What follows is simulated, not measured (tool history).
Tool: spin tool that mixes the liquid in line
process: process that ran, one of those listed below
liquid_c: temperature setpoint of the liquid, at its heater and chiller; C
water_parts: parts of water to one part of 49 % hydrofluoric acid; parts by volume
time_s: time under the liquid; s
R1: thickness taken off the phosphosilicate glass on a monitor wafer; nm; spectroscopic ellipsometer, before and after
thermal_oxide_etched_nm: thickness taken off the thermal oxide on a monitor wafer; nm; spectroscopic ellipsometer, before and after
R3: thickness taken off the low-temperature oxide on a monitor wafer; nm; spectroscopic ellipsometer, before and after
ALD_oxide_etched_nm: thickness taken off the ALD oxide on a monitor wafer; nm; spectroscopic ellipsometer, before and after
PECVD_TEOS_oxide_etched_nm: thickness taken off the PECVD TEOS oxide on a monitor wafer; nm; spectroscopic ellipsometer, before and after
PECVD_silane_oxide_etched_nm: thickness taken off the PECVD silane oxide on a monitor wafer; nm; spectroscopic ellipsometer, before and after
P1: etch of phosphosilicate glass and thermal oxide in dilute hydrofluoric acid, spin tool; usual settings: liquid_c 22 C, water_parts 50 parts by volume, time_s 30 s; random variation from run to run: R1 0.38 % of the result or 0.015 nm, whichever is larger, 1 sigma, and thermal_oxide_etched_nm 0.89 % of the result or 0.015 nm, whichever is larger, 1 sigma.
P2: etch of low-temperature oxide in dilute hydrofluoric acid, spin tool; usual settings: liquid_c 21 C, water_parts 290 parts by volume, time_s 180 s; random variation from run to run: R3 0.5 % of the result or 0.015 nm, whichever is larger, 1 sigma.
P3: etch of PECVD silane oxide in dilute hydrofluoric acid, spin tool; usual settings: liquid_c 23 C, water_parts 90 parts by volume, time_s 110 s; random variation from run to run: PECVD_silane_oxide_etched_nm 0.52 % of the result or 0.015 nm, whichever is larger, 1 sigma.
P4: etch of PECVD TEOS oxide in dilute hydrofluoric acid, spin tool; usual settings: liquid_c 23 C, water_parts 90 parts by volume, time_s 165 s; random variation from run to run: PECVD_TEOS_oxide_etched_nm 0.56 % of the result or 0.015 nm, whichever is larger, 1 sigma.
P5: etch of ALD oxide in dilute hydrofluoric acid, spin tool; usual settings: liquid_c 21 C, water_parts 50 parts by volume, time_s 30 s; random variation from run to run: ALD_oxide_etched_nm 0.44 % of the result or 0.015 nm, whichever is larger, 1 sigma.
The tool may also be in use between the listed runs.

run 1 hour=13 | process=P1 liquid_c=22 water_parts=50 time_s=30 | R1=69.455 thermal_oxide_etched_nm=2.8599
run 2 hour=26.8 | process=P1 liquid_c=22 water_parts=50 time_s=30 | R1=69.673 thermal_oxide_etched_nm=2.8951
run 3 hour=33.5 | process=P1 liquid_c=22 water_parts=50 time_s=50 | R1=115.51 thermal_oxide_etched_nm=4.7793
run 4 hour=46.5 | process=P2 liquid_c=21 water_parts=410 time_s=180 | R3=3.0307
run 5 hour=60.5 | process=P1 liquid_c=17 water_parts=50 time_s=30 | R1=56.437 thermal_oxide_etched_nm=2.3032
run 6 hour=73.3 | process=P2 liquid_c=21 water_parts=290 time_s=180 | R3=4.7394
run 7 hour=87.7 | process=P2 liquid_c=21 water_parts=290 time_s=300 | R3=7.928
run 8 hour=95.9 | process=P5 liquid_c=21 water_parts=50 time_s=30 | ALD_oxide_etched_nm=6.1866
run 9 hour=103.9 | process=P1 liquid_c=22 water_parts=20 time_s=30 | R1=181.07 thermal_oxide_etched_nm=7.5823
run 10 hour=114.1 | process=P4 liquid_c=30 water_parts=90 time_s=165 | PECVD_TEOS_oxide_etched_nm=40.262
run 11 hour=122.8 | process=P1 liquid_c=22 water_parts=50 time_s=30 | R1=69.376 thermal_oxide_etched_nm=2.8484
run 12 hour=136.9 | process=P1 liquid_c=22 water_parts=50 time_s=30 | R1=69.655 thermal_oxide_etched_nm=2.9189
run 13 hour=143.8 | process=P3 liquid_c=23 water_parts=90 time_s=110 | PECVD_silane_oxide_etched_nm=39.967
run 14 hour=158 | process=P5 liquid_c=21 water_parts=50 time_s=45 | ALD_oxide_etched_nm=9.1666
run 15 hour=172.9 | process=P5 liquid_c=25 water_parts=50 time_s=30 | ALD_oxide_etched_nm=7.3044
run 16 hour=188 | process=P5 liquid_c=21 water_parts=20 time_s=30 | ALD_oxide_etched_nm=16.017
run 17 hour=199.6 | process=P2 liquid_c=17 water_parts=290 time_s=180 | R3=4.1064
run 18 hour=213.2 | process=P1 liquid_c=22 water_parts=50 time_s=15 | R1=34.717 thermal_oxide_etched_nm=1.4406
run 19 hour=224.5 | process=P3 liquid_c=23 water_parts=145 time_s=110 | PECVD_silane_oxide_etched_nm=23.098
run 20 hour=238.7 | process=P1 liquid_c=22 water_parts=50 time_s=30 | R1=69.388 thermal_oxide_etched_nm=2.8749
run 21 hour=246.4 | process=P2 liquid_c=21 water_parts=290 time_s=180 | R3=4.7385
run 22 hour=257 | process=P3 liquid_c=17 water_parts=90 time_s=110 | PECVD_silane_oxide_etched_nm=31.01
run 23 hour=270.8 | process=P1 liquid_c=22 water_parts=80 time_s=30 | R1=42.026 thermal_oxide_etched_nm=1.7653
run 24 hour=281.4 | process=P1 liquid_c=17 water_parts=90 time_s=30 | R1=29.98 thermal_oxide_etched_nm=1.2537
run 25 hour=294 | process=P1 liquid_c=29 water_parts=50 time_s=30 | R1=93.413 thermal_oxide_etched_nm=3.8647
run 26 hour=303.4 | process=P3 liquid_c=23 water_parts=90 time_s=20 | PECVD_silane_oxide_etched_nm=7.2733
run 27 hour=313.8 | process=P4 liquid_c=23 water_parts=90 time_s=165 | PECVD_TEOS_oxide_etched_nm=30.838
run 28 hour=321 | process=P4 liquid_c=23 water_parts=90 time_s=165 | PECVD_TEOS_oxide_etched_nm=30.488
run 29 hour=331.6 | process=P4 liquid_c=23 water_parts=35 time_s=165 | PECVD_TEOS_oxide_etched_nm=84.586
run 30 hour=345.2 | process=P1 liquid_c=22 water_parts=20 time_s=60 | R1=360.41 thermal_oxide_etched_nm=15.194
run 31 hour=358.4 | process=P4 liquid_c=23 water_parts=90 time_s=15 | PECVD_TEOS_oxide_etched_nm=2.7953
run 32 hour=369.5 | process=P1 liquid_c=22 water_parts=50 time_s=30 | R1=69.844 thermal_oxide_etched_nm=2.8914
run 33 hour=376.2 | process=P1 liquid_c=22 water_parts=50 time_s=30 | R1=72.066 thermal_oxide_etched_nm=3.0151

Run 34 comes next. What will it give?
run 34 hour=391.4 | process=P1 liquid_c=22 water_parts=50 time_s=30 | R1=? thermal_oxide_etched_nm=?

Run 34 gave R1 74.922 nm, thermal_oxide_etched_nm 3.1534 nm.

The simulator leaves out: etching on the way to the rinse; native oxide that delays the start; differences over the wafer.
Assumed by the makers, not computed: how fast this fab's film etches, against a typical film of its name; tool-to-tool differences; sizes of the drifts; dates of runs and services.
